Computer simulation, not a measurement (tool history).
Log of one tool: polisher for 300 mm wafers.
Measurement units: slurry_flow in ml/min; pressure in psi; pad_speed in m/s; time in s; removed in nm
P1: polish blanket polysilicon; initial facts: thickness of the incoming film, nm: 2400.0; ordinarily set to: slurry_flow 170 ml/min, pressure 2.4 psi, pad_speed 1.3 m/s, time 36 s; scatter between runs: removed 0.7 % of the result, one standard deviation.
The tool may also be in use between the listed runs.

Run 1, hour 9.1: slurry_flow 170 ml/min, pressure 2.4 psi, pad_speed 1.3 m/s, time 36 s. Result: removed 345.18 nm.
Run 2, hour 20.2: slurry_flow 100 ml/min, pressure 2.4 psi, pad_speed 1.3 m/s, time 36 s. Result: removed 309.76 nm.
Run 3, hour 36.1: slurry_flow 170 ml/min, pressure 2.4 psi, pad_speed 2.02 m/s, time 36 s. Result: removed 540.8 nm.
Run 4, hour 52.6: slurry_flow 170 ml/min, pressure 1.1 psi, pad_speed 1.3 m/s, time 36 s. Result: removed 158 nm.
Run 5, hour 66.5: slurry_flow 170 ml/min, pressure 2.4 psi, pad_speed 1.3 m/s, time 36 s. Result: removed 343.73 nm.
Run 6, hour 80.6: slurry_flow 265 ml/min, pressure 2.4 psi, pad_speed 1.3 m/s, time 36 s. Result: removed 359.04 nm.
Run 7, hour 97: slurry_flow 170 ml/min, pressure 2.4 psi, pad_speed 1.3 m/s, time 36 s. Result: removed 342.29 nm.
Run 8, hour 111.8: slurry_flow 170 ml/min, pressure 2.4 psi, pad_speed 1.3 m/s, time 36 s. Result: removed 343.6 nm.
Run 9, hour 126.7: slurry_flow 170 ml/min, pressure 3.5 psi, pad_speed 1.3 m/s, time 36 s. Result: removed 498.38 nm.
Run 10, hour 141.1: slurry_flow 170 ml/min, pressure 2.4 psi, pad_speed 1.3 m/s, time 36 s. Result: removed 341.18 nm.
Run 11, hour 157.4: slurry_flow 170 ml/min, pressure 2.4 psi, pad_speed 1.3 m/s, time 16 s. Result: removed 153.09 nm.
Run 12, hour 165.9: slurry_flow 170 ml/min, pressure 2.4 psi, pad_speed 0.96 m/s, time 20 s. Result: removed 140.76 nm.
Run 13, hour 175.6: slurry_flow 170 ml/min, pressure 2.4 psi, pad_speed 1.3 m/s, time 48 s. Result: removed 456.91 nm.
Run 14, hour 187.1: slurry_flow 170 ml/min, pressure 2.4 psi, pad_speed 1.3 m/s, time 36 s. Result: removed 341.88 nm.
Run 15, hour 201.8: slurry_flow 170 ml/min, pressure 2.4 psi, pad_speed 0.58 m/s, time 36 s. Result: removed 153.35 nm.
Run 16, hour 213.6: slurry_flow 170 ml/min, pressure 2.4 psi, pad_speed 1.3 m/s, time 36 s. Result: removed 340.38 nm.
Run 17, hour 226.4: slurry_flow 170 ml/min, pressure 2.4 psi, pad_speed 1.3 m/s, time 36 s. Result: removed 332.69 nm.

Run 18 has not been measured yet. What should we expect?
Run 18, hour 241.2: slurry_flow 170 ml/min, pressure 2.4 psi, pad_speed 1.3 m/s, time 36 s. Result: removed ?.

removed: 326.82 nm

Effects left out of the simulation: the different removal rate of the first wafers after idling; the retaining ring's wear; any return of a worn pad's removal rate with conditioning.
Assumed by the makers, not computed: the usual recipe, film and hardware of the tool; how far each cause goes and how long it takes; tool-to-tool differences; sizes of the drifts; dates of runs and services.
